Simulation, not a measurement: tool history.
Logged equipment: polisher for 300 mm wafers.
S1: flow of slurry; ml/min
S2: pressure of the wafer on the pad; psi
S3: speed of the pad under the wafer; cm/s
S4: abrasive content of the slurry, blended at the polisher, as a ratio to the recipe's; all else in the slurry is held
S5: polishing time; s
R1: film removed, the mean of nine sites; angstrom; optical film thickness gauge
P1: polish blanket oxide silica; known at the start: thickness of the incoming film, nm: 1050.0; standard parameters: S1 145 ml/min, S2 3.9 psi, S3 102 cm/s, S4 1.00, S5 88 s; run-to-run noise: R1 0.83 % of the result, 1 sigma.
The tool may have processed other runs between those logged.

run   hour   S1   S2   S3    S4   S5       R1
  1    4.5  145  3.9  102  1.00   88  2154.00
  2    9.8  145  3.9  102  1.00  134  3224.30
  3   15.1  145  3.9  102  0.50   88  1479.20
  4   18.9  145  3.9  160  1.00   88  3094.10
  5   23.0  105  3.9  102  1.25   88  2191.60
  6   29.3  145  3.9  102  1.00   88  2135.70
  7   33.5  145  2.2  102  1.00   88  1213.20
  8   40.2  145  3.9  102  1.00   88  2134.80
  9   46.7  145  3.9   58  1.00   88  1344.90
 10   51.8  145  3.9   68  1.00   47   838.05
 11   56.7   85  3.9  102  1.00   88  1898.00
 12   63.2  145  5.3  102  1.00   88  2914.90
 13   70.4  145  3.9  102  1.00   88  2147.80
 14   74.6  145  3.9  102  1.50   88  2516.70
 15   79.0  195  3.9  102  1.00   88  2257.40
      81.3  -- slurry nozzle cleaned
 16   86.0  145  3.9  102  1.00   56  1359.80
      87.3  -- slurry blender recalibrated
 17   92.8  145  3.9  102  1.00   88  2143.90
 18  100.0  145  3.9  102  1.00   88  2117.30
 19  106.0  145  3.9  102  1.00   88  2029.80
 20  112.1  145  3.9  102  1.00   88  1962.30
 21  115.5  145  3.9  102  1.00   88  1963.60
 22  120.6  145  3.9  102  1.00   88  1908.90
 23  124.6  145  3.9  102  1.00   88  1921.30

Run 24 has not been measured yet. What should we expect?
     127.2  -- conditioning disc replaced and pad reconditioned
     127.4  -- slurry nozzle cleaned
     128.6  -- head pressure recalibrated
 24  128.8  145  3.9  102  1.00  88   ?

Run 24 yielded R1 1886.90 angstrom.
